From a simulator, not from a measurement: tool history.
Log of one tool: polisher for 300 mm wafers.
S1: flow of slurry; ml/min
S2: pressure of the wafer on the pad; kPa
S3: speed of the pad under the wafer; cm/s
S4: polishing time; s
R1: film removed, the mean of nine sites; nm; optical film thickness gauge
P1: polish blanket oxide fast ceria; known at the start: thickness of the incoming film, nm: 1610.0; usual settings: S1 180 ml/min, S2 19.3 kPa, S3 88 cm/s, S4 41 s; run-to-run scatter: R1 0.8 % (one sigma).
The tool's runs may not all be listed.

run 1 hour=8.8 | S1=180 S2=19.3 S3=88 S4=41 | R1=477.42
run 2 hour=20.2 | S1=180 S2=19.3 S3=88 S4=41 | R1=470.47
run 3 hour=36.8 | S1=180 S2=19.3 S3=88 S4=58 | R1=660.68
run 4 hour=49.7 | S1=180 S2=19.3 S3=88 S4=41 | R1=469.22
run 5 hour=60.5 | S1=180 S2=19.3 S3=88 S4=41 | R1=471.39
run 6 hour=74.8 | S1=285 S2=19.3 S3=88 S4=41 | R1=501.23
-- hour=84.5 head pressure recalibrated
run 7 hour=93.6 | S1=180 S2=19.3 S3=88 S4=41 | R1=471.7
run 8 hour=112.5 | S1=125 S2=19.3 S3=88 S4=41 | R1=443.24
run 9 hour=126 | S1=180 S2=19.3 S3=88 S4=41 | R1=465.6
run 10 hour=142 | S1=180 S2=19.3 S3=88 S4=24 | R1=274.3
run 11 hour=158.5 | S1=180 S2=19.3 S3=126 S4=41 | R1=672.12
run 12 hour=175.2 | S1=225 S2=9 S3=88 S4=41 | R1=222.86
run 13 hour=193.3 | S1=180 S2=9 S3=88 S4=41 | R1=220.05
run 14 hour=202.2 | S1=180 S2=29 S3=88 S4=41 | R1=696.9
run 15 hour=219.7 | S1=180 S2=19.3 S3=40 S4=41 | R1=213.51
run 16 hour=228.3 | S1=180 S2=19.3 S3=88 S4=41 | R1=476.36
run 17 hour=238.2 | S1=180 S2=19.3 S3=88 S4=41 | R1=474.63
run 18 hour=252.7 | S1=180 S2=19.3 S3=88 S4=41 | R1=463.4
run 19 hour=268.6 | S1=180 S2=19.3 S3=88 S4=41 | R1=444.18
run 20 hour=286 | S1=180 S2=19.3 S3=88 S4=41 | R1=439.67
run 21 hour=296 | S1=180 S2=19.3 S3=88 S4=41 | R1=431.77
-- hour=309.1 worn pad replaced by a new one
run 22 hour=311.1 | S1=180 S2=19.3 S3=88 S4=41 | R1=425.05
run 23 hour=322.9 | S1=180 S2=19.3 S3=88 S4=41 | R1=425.5
run 24 hour=339.6 | S1=180 S2=19.3 S3=88 S4=41 | R1=428.16

What P1 gives has crept away from where it was. These 2 causes fit the log equally well, each at the size given:
A: head's pressure below its setpoint, % = 8.85
B: slurry flow missing at the pad, % = 39.4
The creep began at about hour 238.2.
Why every other cause is out:
removal rate lost through wear of the pad, %: serviced at hour 309.1, which brought nothing back

4 check runs are offered, each on 5 wafers whose results are averaged, their results left as question marks. Which one tells the causes apart?
run check 1 hour=356.3 | S1=180 S2=9.7 S3=52 S4=41 | R1=?
run check 2 hour=356.3 | S1=180 S2=26.2 S3=88 S4=41 | R1=?
run check 3 hour=356.3 | S1=180 S2=11.7 S3=40 S4=41 | R1=?
run check 4 hour=356.3 | S1=270 S2=27.6 S3=88 S4=41 | R1=?

What each check would give under each cause:
check=check_1 result=R1 if_A=126.71 if_B=126.71
check=check_2 result=R1 if_A=582.01 if_B=582.01
check=check_3 result=R1 if_A=118.35 if_B=118.35
check=check_4 result=R1 if_A=643.45 if_B=662.44
How far apart the two closest causes lie, in the result that separates them most: check 1 0 %; check 2 0 %; check 3 0 %; check 4 2.91 %
Only check 4 tells the causes apart: in the others they would give nearly the same result.

Check 4 was then run and gave: R1 660.85 nm. Which cause is it?

It is B: slurry flow missing at the pad, %.
